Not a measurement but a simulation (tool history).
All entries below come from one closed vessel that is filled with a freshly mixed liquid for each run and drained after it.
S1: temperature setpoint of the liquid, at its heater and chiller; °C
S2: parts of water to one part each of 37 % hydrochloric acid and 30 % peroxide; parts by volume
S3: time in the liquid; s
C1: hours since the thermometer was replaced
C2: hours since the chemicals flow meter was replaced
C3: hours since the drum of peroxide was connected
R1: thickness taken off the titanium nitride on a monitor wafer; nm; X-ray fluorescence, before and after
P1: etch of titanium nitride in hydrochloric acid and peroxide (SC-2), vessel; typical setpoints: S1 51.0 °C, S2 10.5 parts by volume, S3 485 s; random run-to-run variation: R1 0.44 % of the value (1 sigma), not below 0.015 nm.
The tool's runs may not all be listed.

Run 1, hour 5.6: S1 51.0 °C, S2 10.5 parts by volume, S3 485 s; C1 408.5; C2 124.3; C3 520.0. Result: R1 13.1500 nm.
Run 2, hour 13.3: S1 51.0 °C, S2 10.5 parts by volume, S3 485 s; C1 416.2; C2 132.0; C3 527.7. Result: R1 13.0340 nm.
Run 3, hour 24.7: S1 51.0 °C, S2 10.5 parts by volume, S3 485 s; C1 427.6; C2 143.4; C3 539.1. Result: R1 13.1130 nm.
Run 4, hour 33.8: S1 51.0 °C, S2 10.5 parts by volume, S3 225 s; C1 436.7; C2 152.5; C3 548.2. Result: R1 6.0793 nm.
Run 5, hour 42.1: S1 51.0 °C, S2 16.0 parts by volume, S3 485 s; C1 445.0; C2 160.8; C3 556.5. Result: R1 9.0795 nm.
Run 6, hour 49.2: S1 51.0 °C, S2 14.0 parts by volume, S3 910 s; C1 452.1; C2 167.9; C3 563.6. Result: R1 19.2150 nm.
Run 7, hour 58.2: S1 51.0 °C, S2 10.5 parts by volume, S3 485 s; C1 461.1; C2 176.9; C3 572.6. Result: R1 13.1730 nm.
Run 8, hour 64.7: S1 51.0 °C, S2 10.5 parts by volume, S3 485 s; C1 467.6; C2 183.4; C3 579.1. Result: R1 13.1310 nm.
Run 9, hour 69.6: S1 51.0 °C, S2 10.5 parts by volume, S3 485 s; C1 472.5; C2 188.3; C3 584.0. Result: R1 13.0310 nm.
Run 10, hour 74.8: S1 51.0 °C, S2 4.0 parts by volume, S3 485 s; C1 477.7; C2 193.5; C3 589.2. Result: R1 27.2590 nm.
Run 11, hour 84.5: S1 35.0 °C, S2 10.5 parts by volume, S3 485 s; C1 487.4; C2 203.2; C3 598.9. Result: R1 4.2690 nm.
Run 12, hour 93.8: S1 44.5 °C, S2 10.5 parts by volume, S3 930 s; C1 496.7; C2 212.5; C3 608.2. Result: R1 16.2030 nm.
Run 13, hour 99.2: S1 51.0 °C, S2 10.5 parts by volume, S3 750 s; C1 502.1; C2 217.9; C3 613.6. Result: R1 20.3090 nm.
Run 14, hour 105.0: S1 66.0 °C, S2 10.5 parts by volume, S3 485 s; C1 507.9; C2 223.7; C3 619.4. Result: R1 34.1690 nm.
Run 15, hour 111.4: S1 51.0 °C, S2 5.0 parts by volume, S3 225 s; C1 514.3; C2 230.1; C3 625.8. Result: R1 10.9290 nm.
Run 16, hour 121.4: S1 51.0 °C, S2 10.5 parts by volume, S3 485 s; C1 524.3; C2 240.1; C3 635.8. Result: R1 13.1640 nm.
Run 17, hour 130.8: S1 51.0 °C, S2 10.5 parts by volume, S3 485 s; C1 533.7; C2 249.5; C3 645.2. Result: R1 13.5620 nm.
Run 18, hour 138.3: S1 51.0 °C, S2 10.5 parts by volume, S3 485 s; C1 541.2; C2 257.0; C3 652.7. Result: R1 13.9570 nm.
Run 19, hour 146.4: S1 51.0 °C, S2 10.5 parts by volume, S3 485 s; C1 549.3; C2 265.1; C3 660.8. Result: R1 14.2290 nm.
Run 20, hour 152.0: S1 51.0 °C, S2 10.5 parts by volume, S3 485 s; C1 554.9; C2 270.7; C3 666.4. Result: R1 14.1980 nm.
Run 21, hour 161.5: S1 51.0 °C, S2 10.5 parts by volume, S3 485 s; C1 564.4; C2 280.2; C3 675.9. Result: R1 14.1890 nm.
Run 22, hour 170.2: S1 51.0 °C, S2 10.5 parts by volume, S3 485 s; C1 573.1; C2 288.9; C3 684.6. Result: R1 14.2990 nm.
Run 23, hour 178.1: S1 51.0 °C, S2 10.5 parts by volume, S3 485 s; C1 581.0; C2 296.8; C3 692.5. Result: R1 14.3040 nm.

The output of P1 has drifted from where it used to be. Each of the 2 causes below, taken at the size shown beside it, accounts for the log equally well:
A: liquid hotter than its thermometer reads (K) = 1.34
B: chemicals flow above the setpoint (%) = 11.2
The onset of the drift is placed at about hour 121.4.
Excluded causes, each with its reason:
peroxide weaker than its label (%): at its largest 8, which would move R1 by -7.4 %, too little to match the creep or of the wrong sign

The list below offers 4 check runs, each averaging the results of 3 wafers, and shows each result as a question mark. For which of them would the listed causes give clearly different results?
Run check 1, hour 186.0: S1 62.5 °C, S2 10.5 parts by volume, S3 485 s. Result: R1 ?.
Run check 2, hour 186.0: S1 45.0 °C, S2 14.0 parts by volume, S3 485 s. Result: R1 ?.
Run check 3, hour 186.0: S1 42.5 °C, S2 4.5 parts by volume, S3 485 s. Result: R1 ?.
Run check 4, hour 186.0: S1 51.0 °C, S2 15.5 parts by volume, S3 655 s. Result: R1 ?.

Outcome of each check run for each possible cause:
  check  result     if A     if B
check 1      R1  29.7020  29.8790
check 2      R1   7.4829   7.4864
check 3      R1  15.5110  15.1880
check 4      R1  13.8080  13.8770
Minimum pairwise separation of causes per check, each pair taken at its best-separating result: check 1 0.6 %; check 2 0.05 %; check 3 2.1 %; check 4 0.5 %
Check 3 tells the causes apart: in the others they would give nearly the same result.

After running check 3, the following was obtained: R1 15.1170 nm. Which cause does this point to?

B is the cause: chemicals flow above the setpoint (%).

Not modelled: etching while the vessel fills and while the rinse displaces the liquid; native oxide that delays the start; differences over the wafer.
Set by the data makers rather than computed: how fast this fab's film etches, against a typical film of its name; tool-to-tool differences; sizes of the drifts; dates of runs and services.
